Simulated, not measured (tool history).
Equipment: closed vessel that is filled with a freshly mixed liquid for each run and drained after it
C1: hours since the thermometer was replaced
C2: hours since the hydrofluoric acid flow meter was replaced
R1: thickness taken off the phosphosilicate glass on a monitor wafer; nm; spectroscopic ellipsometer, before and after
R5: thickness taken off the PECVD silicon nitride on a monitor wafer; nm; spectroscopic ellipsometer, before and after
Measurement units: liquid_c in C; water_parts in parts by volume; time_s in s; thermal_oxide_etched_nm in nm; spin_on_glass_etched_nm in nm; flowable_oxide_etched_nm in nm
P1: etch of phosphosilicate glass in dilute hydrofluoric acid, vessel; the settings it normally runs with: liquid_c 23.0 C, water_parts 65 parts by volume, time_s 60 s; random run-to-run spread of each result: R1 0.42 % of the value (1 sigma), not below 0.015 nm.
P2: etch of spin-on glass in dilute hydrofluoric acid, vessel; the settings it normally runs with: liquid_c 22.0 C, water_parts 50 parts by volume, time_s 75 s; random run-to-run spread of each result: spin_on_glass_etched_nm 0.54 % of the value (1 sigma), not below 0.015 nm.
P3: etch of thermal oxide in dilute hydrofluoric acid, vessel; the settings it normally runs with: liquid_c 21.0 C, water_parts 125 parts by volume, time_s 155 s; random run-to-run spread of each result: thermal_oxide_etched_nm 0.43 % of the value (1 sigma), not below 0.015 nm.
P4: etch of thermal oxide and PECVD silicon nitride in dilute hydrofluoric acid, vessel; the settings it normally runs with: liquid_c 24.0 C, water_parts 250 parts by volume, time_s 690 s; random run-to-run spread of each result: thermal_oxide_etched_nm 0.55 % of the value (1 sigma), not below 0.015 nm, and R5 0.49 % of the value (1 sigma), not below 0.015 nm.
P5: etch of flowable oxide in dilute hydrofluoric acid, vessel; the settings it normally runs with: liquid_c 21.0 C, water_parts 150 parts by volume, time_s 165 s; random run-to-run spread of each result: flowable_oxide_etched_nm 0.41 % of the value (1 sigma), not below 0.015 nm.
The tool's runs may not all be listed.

Run 1, hour 9.6: process P1, liquid_c 23.0 C, water_parts 65 parts by volume, time_s 60 s; C1 194.0; C2 188.1. Result: R1 142.660 nm.
Run 2, hour 25.3: process P1, liquid_c 19.0 C, water_parts 65 parts by volume, time_s 60 s; C1 209.7; C2 203.8. Result: R1 120.170 nm.
Run 3, hour 39.1: process P1, liquid_c 23.0 C, water_parts 25 parts by volume, time_s 60 s; C1 223.5; C2 217.6. Result: R1 387.650 nm.
Run 4, hour 50.1: process P3, liquid_c 21.0 C, water_parts 195 parts by volume, time_s 155 s; C1 234.5; C2 228.6. Result: thermal_oxide_etched_nm 3.1836 nm.
Run 5, hour 62.5: process P1, liquid_c 23.0 C, water_parts 65 parts by volume, time_s 30 s; C1 246.9; C2 241.0. Result: R1 71.408 nm.
Run 6, hour 74.9: process P2, liquid_c 28.5 C, water_parts 50 parts by volume, time_s 75 s; C1 259.3; C2 253.4. Result: spin_on_glass_etched_nm 44.094 nm.
Run 7, hour 88.8: process P5, liquid_c 21.0 C, water_parts 65 parts by volume, time_s 165 s; C1 273.2; C2 267.3. Result: flowable_oxide_etched_nm 61.105 nm.
Run 8, hour 99.3: process P1, liquid_c 23.0 C, water_parts 65 parts by volume, time_s 60 s; C1 283.7; C2 277.8. Result: R1 141.380 nm.
Run 9, hour 108.9: process P2, liquid_c 22.0 C, water_parts 50 parts by volume, time_s 75 s; C1 293.3; C2 287.4. Result: spin_on_glass_etched_nm 33.959 nm.
Run 10, hour 117.5: process P2, liquid_c 22.0 C, water_parts 70 parts by volume, time_s 75 s; C1 301.9; C2 296.0. Result: spin_on_glass_etched_nm 23.522 nm.
Run 11, hour 127.1: process P1, liquid_c 23.0 C, water_parts 65 parts by volume, time_s 60 s; C1 311.5; C2 305.6. Result: R1 142.030 nm.
Run 12, hour 136.0: process P1, liquid_c 28.0 C, water_parts 65 parts by volume, time_s 60 s; C1 320.4; C2 314.5. Result: R1 173.850 nm.
Run 13, hour 152.7: process P5, liquid_c 21.0 C, water_parts 150 parts by volume, time_s 85 s; C1 337.1; C2 331.2. Result: flowable_oxide_etched_nm 12.209 nm.
Run 14, hour 162.6: process P5, liquid_c 21.0 C, water_parts 150 parts by volume, time_s 165 s; C1 347.0; C2 341.1. Result: flowable_oxide_etched_nm 23.812 nm.
Run 15, hour 177.5: process P1, liquid_c 23.0 C, water_parts 65 parts by volume, time_s 100 s; C1 361.9; C2 356.0. Result: R1 237.340 nm.
Run 16, hour 186.9: process P1, liquid_c 19.5 C, water_parts 65 parts by volume, time_s 90 s; C1 371.3; C2 365.4. Result: R1 182.750 nm.
Run 17, hour 202.7: process P1, liquid_c 23.0 C, water_parts 65 parts by volume, time_s 60 s; C1 387.1; C2 381.2. Result: R1 142.900 nm.
Run 18, hour 215.8: process P5, liquid_c 17.0 C, water_parts 150 parts by volume, time_s 165 s; C1 400.2; C2 394.3. Result: flowable_oxide_etched_nm 20.312 nm.
Run 19, hour 230.9: process P3, liquid_c 21.0 C, water_parts 125 parts by volume, time_s 155 s; C1 415.3; C2 409.4. Result: thermal_oxide_etched_nm 5.4225 nm.
Run 20, hour 244.0: process P3, liquid_c 17.0 C, water_parts 125 parts by volume, time_s 155 s; C1 428.4; C2 422.5. Result: thermal_oxide_etched_nm 4.6023 nm.
Run 21, hour 254.8: process P2, liquid_c 22.0 C, water_parts 50 parts by volume, time_s 115 s; C1 439.2; C2 433.3. Result: spin_on_glass_etched_nm 51.536 nm.
Run 22, hour 269.7: process P4, liquid_c 29.5 C, water_parts 250 parts by volume, time_s 690 s; C1 454.1; C2 448.2. Result: thermal_oxide_etched_nm 13.8470 nm, R5 22.1510 nm.
Run 23, hour 281.3: process P4, liquid_c 24.0 C, water_parts 400 parts by volume, time_s 690 s; C1 465.7; C2 459.8. Result: thermal_oxide_etched_nm 6.2285 nm, R5 9.8848 nm.
Run 24, hour 297.7: process P3, liquid_c 21.0 C, water_parts 125 parts by volume, time_s 60 s; C1 482.1; C2 476.2. Result: thermal_oxide_etched_nm 2.0910 nm.
Run 25, hour 309.3: process P4, liquid_c 24.0 C, water_parts 250 parts by volume, time_s 690 s; C1 493.7; C2 487.8. Result: thermal_oxide_etched_nm 11.4270 nm, R5 15.9320 nm.
Run 26, hour 323.7: process P1, liquid_c 23.0 C, water_parts 65 parts by volume, time_s 60 s; C1 508.1; C2 502.2. Result: R1 142.890 nm.
Run 27, hour 333.2: process P1, liquid_c 23.0 C, water_parts 100 parts by volume, time_s 60 s; C1 517.6; C2 511.7. Result: R1 88.386 nm.
Run 28, hour 345.0: process P2, liquid_c 22.0 C, water_parts 50 parts by volume, time_s 75 s; C1 529.4; C2 523.5. Result: spin_on_glass_etched_nm 33.802 nm.
Run 29, hour 352.6: process P1, liquid_c 23.0 C, water_parts 65 parts by volume, time_s 60 s; C1 537.0; C2 531.1. Result: R1 142.070 nm.
Run 30, hour 365.5: process P4, liquid_c 24.0 C, water_parts 250 parts by volume, time_s 1180 s; C1 549.9; C2 544.0. Result: thermal_oxide_etched_nm 19.6320 nm, R5 26.9190 nm.
Run 31, hour 380.7: process P1, liquid_c 23.0 C, water_parts 65 parts by volume, time_s 60 s; C1 565.1; C2 559.2. Result: R1 142.330 nm.
Run 32, hour 391.5: process P1, liquid_c 23.0 C, water_parts 65 parts by volume, time_s 60 s; C1 575.9; C2 570.0. Result: R1 145.790 nm.
Run 33, hour 404.2: process P1, liquid_c 23.0 C, water_parts 65 parts by volume, time_s 60 s; C1 588.6; C2 582.7. Result: R1 147.350 nm.
Run 34, hour 418.3: process P1, liquid_c 23.0 C, water_parts 65 parts by volume, time_s 60 s; C1 602.7; C2 596.8. Result: R1 149.800 nm.
Run 35, hour 428.4: process P1, liquid_c 23.0 C, water_parts 65 parts by volume, time_s 60 s; C1 612.8; C2 606.9. Result: R1 149.550 nm.
Run 36, hour 436.1: process P1, liquid_c 23.0 C, water_parts 65 parts by volume, time_s 60 s; C1 620.5; C2 614.6. Result: R1 150.010 nm.
Run 37, hour 446.9: process P1, liquid_c 23.0 C, water_parts 65 parts by volume, time_s 60 s; C1 631.3; C2 625.4. Result: R1 150.570 nm.
Run 38, hour 455.4: process P1, liquid_c 23.0 C, water_parts 65 parts by volume, time_s 60 s; C1 639.8; C2 633.9. Result: R1 151.580 nm.
Run 39, hour 468.9: process P1, liquid_c 23.0 C, water_parts 65 parts by volume, time_s 60 s; C1 653.3; C2 647.4. Result: R1 153.000 nm.
Run 40, hour 481.7: process P1, liquid_c 23.0 C, water_parts 65 parts by volume, time_s 60 s; C1 666.1; C2 660.2. Result: R1 152.070 nm.
Run 41, hour 492.4: process P1, liquid_c 23.0 C, water_parts 65 parts by volume, time_s 60 s; C1 676.8; C2 670.9. Result: R1 151.720 nm.
Run 42, hour 508.3: process P1, liquid_c 23.0 C, water_parts 65 parts by volume, time_s 60 s; C1 692.7; C2 686.8. Result: R1 152.940 nm.

What P1 gives has crept away from where it was. These 2 causes fit the log equally well, each at the size given:
A: liquid hotter than its thermometer reads (K) = 1.7
B: hydrofluoric acid flow above the setpoint (%) = 6.58
The gradual shift began around hour 380.7.

Listed below are the offered check runs, one wafer per run, with question marks in place of results. For which of them would the causes give clearly different outcomes?
Run check 1, hour 524.2: process P3, liquid_c 21.0 C, water_parts 125 parts by volume, time_s 155 s. Result: thermal_oxide_etched_nm ?.
Run check 2, hour 524.2: process P2, liquid_c 22.0 C, water_parts 50 parts by volume, time_s 75 s. Result: spin_on_glass_etched_nm ?.
Run check 3, hour 524.2: process P5, liquid_c 21.0 C, water_parts 150 parts by volume, time_s 165 s. Result: flowable_oxide_etched_nm ?.
Run check 4, hour 524.2: process P4, liquid_c 24.0 C, water_parts 250 parts by volume, time_s 690 s. Result: thermal_oxide_etched_nm ?, R5 ?.

How each check would come out, cause by cause:
  check                    result     if A     if B
check 1   thermal_oxide_etched_nm   5.7608   5.7884
check 2   spin_on_glass_etched_nm   36.356   36.251
check 3  flowable_oxide_etched_nm   25.531   25.717
check 4   thermal_oxide_etched_nm  12.2440  12.4830
check 4                        R5  17.5130  16.8000
Smallest distance between any two causes, each pair judged by its most separating result, in per cent: check 1 0.48 %; check 2 0.29 %; check 3 0.72 %; check 4 4.16 %
Of the check runs offered, only check 4 discriminates between the causes; the rest would read about the same regardless of which cause applies.

The results of check 4 are: thermal_oxide_etched_nm 12.2660 nm; R5 17.4590 nm. Based on these, which of the listed causes is it?

It was cause A: liquid hotter than its thermometer reads (K).
